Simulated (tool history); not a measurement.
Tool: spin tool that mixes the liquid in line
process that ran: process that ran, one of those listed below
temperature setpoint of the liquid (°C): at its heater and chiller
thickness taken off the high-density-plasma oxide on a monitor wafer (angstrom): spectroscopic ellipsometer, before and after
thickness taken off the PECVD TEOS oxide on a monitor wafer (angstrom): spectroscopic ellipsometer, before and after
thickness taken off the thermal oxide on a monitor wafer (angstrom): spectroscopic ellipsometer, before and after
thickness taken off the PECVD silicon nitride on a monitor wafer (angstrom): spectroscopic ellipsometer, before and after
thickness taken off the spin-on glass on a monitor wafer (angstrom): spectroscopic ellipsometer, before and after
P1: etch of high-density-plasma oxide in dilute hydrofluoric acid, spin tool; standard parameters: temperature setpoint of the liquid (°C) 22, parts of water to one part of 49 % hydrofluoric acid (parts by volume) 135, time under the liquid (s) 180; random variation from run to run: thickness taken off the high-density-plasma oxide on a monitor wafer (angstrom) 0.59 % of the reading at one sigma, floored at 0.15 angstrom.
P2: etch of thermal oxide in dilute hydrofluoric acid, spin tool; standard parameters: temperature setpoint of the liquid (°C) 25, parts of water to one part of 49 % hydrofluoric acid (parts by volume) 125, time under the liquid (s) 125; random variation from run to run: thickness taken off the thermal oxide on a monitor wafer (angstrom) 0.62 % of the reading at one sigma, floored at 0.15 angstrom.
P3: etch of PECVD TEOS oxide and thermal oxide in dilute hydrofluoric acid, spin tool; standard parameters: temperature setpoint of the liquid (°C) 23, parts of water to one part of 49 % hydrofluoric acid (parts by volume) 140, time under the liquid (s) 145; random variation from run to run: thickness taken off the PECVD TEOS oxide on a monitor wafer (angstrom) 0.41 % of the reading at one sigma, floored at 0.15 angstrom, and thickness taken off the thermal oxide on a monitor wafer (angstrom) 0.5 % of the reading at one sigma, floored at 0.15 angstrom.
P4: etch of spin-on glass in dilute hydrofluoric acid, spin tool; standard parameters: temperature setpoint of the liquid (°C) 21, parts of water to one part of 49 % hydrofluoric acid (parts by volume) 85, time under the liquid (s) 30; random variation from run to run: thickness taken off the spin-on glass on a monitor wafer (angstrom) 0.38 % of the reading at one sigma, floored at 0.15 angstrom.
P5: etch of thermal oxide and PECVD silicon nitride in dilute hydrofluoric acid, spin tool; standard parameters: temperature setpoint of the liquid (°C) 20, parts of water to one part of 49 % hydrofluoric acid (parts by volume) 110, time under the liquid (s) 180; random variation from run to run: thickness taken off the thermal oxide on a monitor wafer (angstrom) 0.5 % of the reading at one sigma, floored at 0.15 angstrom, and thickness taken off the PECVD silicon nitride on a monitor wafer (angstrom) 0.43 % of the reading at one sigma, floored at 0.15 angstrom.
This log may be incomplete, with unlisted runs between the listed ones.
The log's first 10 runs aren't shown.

run,hour,process that ran,temperature setpoint of the liquid (°C),parts of water to one part of 49 % hydrofluoric acid (parts by volume),time under the liquid (s),hours since the thermometer was replaced,hours since the hydrofluoric acid flow meter was replaced,thickness taken off the high-density-plasma oxide on a monitor wafer (angstrom),thickness taken off the PECVD TEOS oxide on a monitor wafer (angstrom),thickness taken off the thermal oxide on a monitor wafer (angstrom),thickness taken off the PECVD silicon nitride on a monitor wafer (angstrom),thickness taken off the spin-on glass on a monitor wafer (angstrom)
11,91.1,P5,26,110,180,1073.4,733.6,,,81.904,78.905,
12,102.7,P1,22,135,15,1085,745.2,4.5626,,,,
13,109.2,P1,22,135,180,1091.5,751.7,58.658,,,,
14,120.9,P2,25,125,245,1103.2,763.4,,,95.925,,
15,130.6,P4,21,85,30,1112.9,773.1,,,,,166.68
16,138.4,P4,21,85,30,1120.7,780.9,,,,,166.15
17,145.3,P1,22,135,180,1127.6,787.8,58.654,,,,
18,153.6,P4,17,85,30,1135.9,796.1,,,,,140.17
19,162.6,P1,22,135,180,1144.9,805.1,58.383,,,,
20,172.5,P5,20,110,300,1154.8,815,,,107.58,88.482,
21,184.4,P1,22,240,180,1166.7,826.9,29.457,,,,
22,192.6,P1,17,135,325,1174.9,835.1,87.027,,,,
23,204.7,P5,20,110,180,1187,847.2,,,64.34,53.461,
24,215.4,P3,23,140,230,1197.7,857.9,,157.63,70.222,,

What will run 25 give?
25,222.8,P3,23,140,145,1205.1,865.3,,?,?,,

thickness taken off the PECVD TEOS oxide on a monitor wafer (angstrom): 100.89
thickness taken off the thermal oxide on a monitor wafer (angstrom): 44.792
